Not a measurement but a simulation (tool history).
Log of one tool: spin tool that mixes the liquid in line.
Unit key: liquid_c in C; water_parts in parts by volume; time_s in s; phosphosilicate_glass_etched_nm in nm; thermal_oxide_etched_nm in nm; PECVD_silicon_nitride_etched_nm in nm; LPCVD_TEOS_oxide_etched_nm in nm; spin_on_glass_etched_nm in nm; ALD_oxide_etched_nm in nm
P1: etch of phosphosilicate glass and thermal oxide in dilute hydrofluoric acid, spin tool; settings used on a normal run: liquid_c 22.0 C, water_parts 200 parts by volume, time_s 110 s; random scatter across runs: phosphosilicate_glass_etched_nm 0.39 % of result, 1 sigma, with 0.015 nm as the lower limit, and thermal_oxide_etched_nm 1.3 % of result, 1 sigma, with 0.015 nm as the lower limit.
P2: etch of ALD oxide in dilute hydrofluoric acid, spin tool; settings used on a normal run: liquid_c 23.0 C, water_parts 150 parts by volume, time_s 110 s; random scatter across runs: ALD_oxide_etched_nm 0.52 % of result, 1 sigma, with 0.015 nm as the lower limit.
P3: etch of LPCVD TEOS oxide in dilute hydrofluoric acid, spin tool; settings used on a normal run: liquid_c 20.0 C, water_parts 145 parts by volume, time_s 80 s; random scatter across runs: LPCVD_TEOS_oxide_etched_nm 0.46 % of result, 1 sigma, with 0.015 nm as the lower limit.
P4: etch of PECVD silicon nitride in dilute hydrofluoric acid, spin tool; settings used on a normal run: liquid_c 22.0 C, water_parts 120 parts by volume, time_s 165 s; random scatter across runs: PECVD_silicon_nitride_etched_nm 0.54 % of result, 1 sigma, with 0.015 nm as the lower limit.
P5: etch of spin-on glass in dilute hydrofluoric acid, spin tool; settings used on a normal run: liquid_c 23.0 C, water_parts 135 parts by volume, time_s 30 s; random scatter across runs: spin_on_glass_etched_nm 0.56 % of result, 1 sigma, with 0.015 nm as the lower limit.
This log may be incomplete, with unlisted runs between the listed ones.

run   hour  process  liquid_c  water_parts  time_s  hours since the thermometer was replaced  hours since the hydrofluoric acid flow meter was replaced  phosphosilicate_glass_etched_nm  thermal_oxide_etched_nm  PECVD_silicon_nitride_etched_nm  LPCVD_TEOS_oxide_etched_nm  spin_on_glass_etched_nm  ALD_oxide_etched_nm
  1   12.6       P1      22.0          200     110                                     969.5                                                      740.4                          26.7340                  2.01350
  2   21.8       P4      22.0          120     165                                     978.7                                                      749.6                                                                                     4.8039
  3   30.9       P1      22.0          200     190                                     987.8                                                      758.7                          45.9630                  3.37830
  4   44.6       P3      20.0          220      80                                    1001.5                                                      772.4                                                                                                                 8.6999
  5   53.5       P5      23.0          135      30                                    1010.4                                                      781.3                                                                                                                                          11.726
  6   68.0       P5      23.0           20      30                                    1024.9                                                      795.8                                                                                                                                          91.417
  7   78.5       P4      22.0           25     165                                    1035.4                                                      806.3                                                                                    22.3500
  8   93.4       P1      22.0          305     110                                    1050.3                                                      821.2                          15.7520                  1.17880
  9  102.8       P1      22.0          200     110                                    1059.7                                                      830.6                          26.4940                  2.00840
 10  112.6       P3      20.0          145      80                                    1069.5                                                      840.4                                                                                                                14.1990
 11  130.1       P1      17.0          200     110                                    1087.0                                                      857.9                          21.9130                  1.67240
 12  141.9       P5      23.0          135      60                                    1098.8                                                      869.7                                                                                                                                          23.210
 13  159.3       P5      31.0          135      30                                    1116.2                                                      887.1                                                                                                                                          15.764
 14  168.5       P1      22.0          200     110                                    1125.4                                                      896.3                          26.6470                  2.00290
 15  185.1       P1      22.0          200     110                                    1142.0                                                      912.9                          26.6880                  1.98450
 16  193.2       P1      22.0          200     110                                    1150.1                                                      921.0                          26.5430                  2.01180
 17  203.9       P4      22.0          120     300                                    1160.8                                                      931.7                                                                                     8.7410
 18  219.1       P1      22.0          200      30                                    1176.0                                                      946.9                           7.2278                  0.54749
 19  233.7       P2      23.0          150     110                                    1190.6                                                      961.5                                                                                                                                                               9.8115
 20  244.4       P1      22.0          200     110                                    1201.3                                                      972.2                          26.5970                  2.06550
 21  259.1       P1      22.0          325     170                                    1216.0                                                      986.9                          22.3750                  1.64980
 22  270.4       P1      29.5          200     110                                    1227.3                                                      998.2                          34.8650                  2.55770
 23  286.0       P3      20.0          145      80                                    1242.9                                                     1013.8                                                                                                                14.3590

Run 24 has not been measured yet. What should we expect?
 24  298.7       P2      23.0          245     110                                    1255.6                                                     1026.5                                                                                                                                                                    ?

Run 24 yielded ALD_oxide_etched_nm 5.4060 nm.

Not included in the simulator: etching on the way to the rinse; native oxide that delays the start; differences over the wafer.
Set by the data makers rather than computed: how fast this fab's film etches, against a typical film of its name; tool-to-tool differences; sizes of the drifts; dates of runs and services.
